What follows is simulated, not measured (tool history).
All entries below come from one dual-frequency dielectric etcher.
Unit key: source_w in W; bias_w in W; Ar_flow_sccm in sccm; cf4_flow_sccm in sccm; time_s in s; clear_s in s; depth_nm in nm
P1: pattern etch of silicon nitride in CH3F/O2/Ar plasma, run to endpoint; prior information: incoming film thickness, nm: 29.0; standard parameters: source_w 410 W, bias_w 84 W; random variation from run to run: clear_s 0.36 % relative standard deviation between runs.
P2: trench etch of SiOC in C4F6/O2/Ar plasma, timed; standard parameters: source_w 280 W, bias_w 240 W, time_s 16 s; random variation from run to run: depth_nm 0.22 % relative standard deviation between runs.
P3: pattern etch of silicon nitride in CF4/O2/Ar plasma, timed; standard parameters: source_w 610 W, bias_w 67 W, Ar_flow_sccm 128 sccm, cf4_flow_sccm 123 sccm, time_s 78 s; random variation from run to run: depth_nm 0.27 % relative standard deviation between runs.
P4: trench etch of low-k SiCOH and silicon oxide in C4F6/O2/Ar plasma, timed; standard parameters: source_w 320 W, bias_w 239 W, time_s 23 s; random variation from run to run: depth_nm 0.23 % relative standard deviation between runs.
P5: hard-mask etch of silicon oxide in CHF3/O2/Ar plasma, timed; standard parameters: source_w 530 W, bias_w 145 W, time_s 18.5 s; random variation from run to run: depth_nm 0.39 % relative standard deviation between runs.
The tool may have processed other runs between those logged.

run   hour  process  source_w  bias_w  Ar_flow_sccm  cf4_flow_sccm  time_s  hours since the last wet clean  hours since the last source power generator calibration  hours since the last bias power generator calibration  clear_s  depth_nm
  1   11.2       P1       410      84                                                                317.3                                                   2084.1                                                 3098.8   38.689
  2   26.3       P3       610      67           128            123      78                           332.4                                                   2099.2                                                 3113.9             195.76
  3   39.8       P3       610      67           128            161      78                           345.9                                                   2112.7                                                 3127.4             202.91
  4   49.5       P2       280     240                                    9                           355.6                                                   2122.4                                                 3137.1             18.572
  5   57.4       P1       410      52                                                                363.5                                                   2130.3                                                   3145   45.344
  6   68.5       P1       410      84                                                                374.6                                                   2141.4                                                 3156.1   38.889
  7   83.7       P1       410      84                                                                389.8                                                   2156.6                                                 3171.3   38.768
  8   90.5       P5       530     197                                 18.5                           396.6                                                   2163.4                                                 3178.1             34.989
      92.7  -- wet clean of the chamber
  9  103.1       P3       610      67           128            123      78                            10.4                                                     2176                                                 3190.7             196.31
 10    115       P1       410      84                                                                 22.3                                                   2187.9                                                 3202.6   38.664
 11  124.2       P3       780      67           128            123      78                            31.5                                                   2197.1                                                 3211.8             244.13
 12  135.4       P1       480     118                                                                 42.7                                                   2208.3                                                   3223   32.241
 13  146.8       P3       610      67           128            123      43                            54.1                                                   2219.7                                                 3234.4             108.37
 14  157.8       P1       520      84                                                                 65.1                                                   2230.7                                                 3245.4   35.363
 15  172.9       P2       280     240                                   16                            80.2                                                   2245.8                                                 3260.5              33.19
 16  185.6       P1       410      84                                                                 92.9                                                   2258.5                                                 3273.2   38.796
 17  199.5       P1       250      84                                                                106.8                                                   2272.4                                                 3287.1   46.291
 18  213.4       P3       610      43           128            123      78                           120.7                                                   2286.3                                                   3301             167.76
 19  226.1       P2       280     141                                   16                           133.4                                                     2299                                                 3313.7             27.811
 20  236.5       P2       230     240                                   16                           143.8                                                   2309.4                                                 3324.1             30.768
     246.1  -- source power generator calibrated
 21    250       P3       610      67            88            123      78                           157.3                                                      3.9                                                 3337.6             204.19
 22  257.5       P4       320     239                                   23                           164.8                                                     11.4                                                 3345.1             67.986
 23  264.3       P1       280      51                                                                171.6                                                     18.2                                                 3351.9    52.94
 24  279.3       P2       280     240                                   16                           186.6                                                     33.2                                                 3366.9             33.066
 25  287.1       P1       410     103                                                                194.4                                                       41                                                 3374.7   36.148
 26  301.1       P1       410      84                                                                208.4                                                       55                                                 3388.7   38.783
 27  309.7       P5       530     145                                   11                             217                                                     63.6                                                 3397.3             18.711
 28  324.4       P4       320     239                                   23                           231.7                                                     78.3                                                   3412             68.158
 29  335.4       P1       410      84                                                                242.7                                                     89.3                                                   3423   38.985
 30  349.5       P5       530     145                                 18.5                           256.8                                                    103.4                                                 3437.1             31.669
 31  364.1       P1       300     107                                                                271.4                                                      118                                                 3451.7   39.585
 32  371.3       P5       730     145                                 18.5                           278.6                                                    125.2                                                 3458.9             35.705
 33  381.2       P4       250     239                                   23                           288.5                                                    135.1                                                 3468.8             62.158
 34  390.8       P4       320     239                                 30.5                           298.1                                                    144.7                                                 3478.4             90.156
 35  400.8       P4       320     301                                   23                           308.1                                                    154.7                                                 3488.4             73.915
 36    411       P1       410      84                                                                318.3                                                    164.9                                                 3498.6   38.898
 37  417.6       P1       410      84                                                                324.9                                                    171.5                                                 3505.2   38.878
 38  430.9       P1       410      84                                                                338.2                                                    184.8                                                 3518.5    39.19
 39  437.5       P1       410      84                                                                344.8                                                    191.4                                                 3525.1   39.168
     446.4  -- wet clean of the chamber
 40  446.5       P1       410      84                                                                  0.1                                                    200.4                                                 3534.1   39.183
 41    458       P1       410      84                                                                 11.6                                                    211.9                                                 3545.6   39.297
 42  468.3       P1       410      84                                                                 21.9                                                    222.2                                                 3555.9   39.423
 43  479.1       P1       410      84                                                                 32.7                                                      233                                                 3566.7   39.553
 44  489.8       P1       410      84                                                                 43.4                                                    243.7                                                 3577.4   39.413
 45  502.2       P1       410      84                                                                 55.8                                                    256.1                                                 3589.8   39.457

P1 no longer gives what it gave before; its output has crept away from where it was. The following 2 causes, each at its listed size, fit the log equally well:
A: bias power that arrives under what is set, % = 4.94
B: source power that arrives under what is set, % = 4.63
At approximately hour 411, the process output began to creep.
Every other cause this tool's parts could produce, and why it does not fit the log:
chamber walls in a state that lowers the etch rate, %: serviced after onset, at hour 446.4, with no recovery of the prior output

Each of the 4 check runs below uses one wafer; its results are left as question marks. Which run tells the causes apart?
check 1  514.6       P5       680     145                                   14                                                                                                                                                                  ?
check 2  514.6       P4       270     239                                 28.5                                                                                                                                                                  ?
check 3  514.6       P3       610      67           128            123      44                                                                                                                                                                  ?
check 4  514.6       P2       280     166                                  9.5                                                                                                                                                                  ?

If the cause were each of the candidates in turn, the checks would give the following:
  check    result    if A    if B
check 1  depth_nm  25.872  25.811
check 2  depth_nm  77.921  77.867
check 3  depth_nm  108.96  106.67
check 4  depth_nm  17.121  17.081
Smallest distance between any two causes, each pair judged by its most separating result, in per cent: check 1 0.24 %; check 2 0.07 %; check 3 2.13 %; check 4 0.23 %
Only check 3 tells the causes apart: in the others they would give nearly the same result.

Then check 3 was run and gave: depth_nm 106.34 nm. Which cause is it?

It was cause B: source power that arrives under what is set, %.
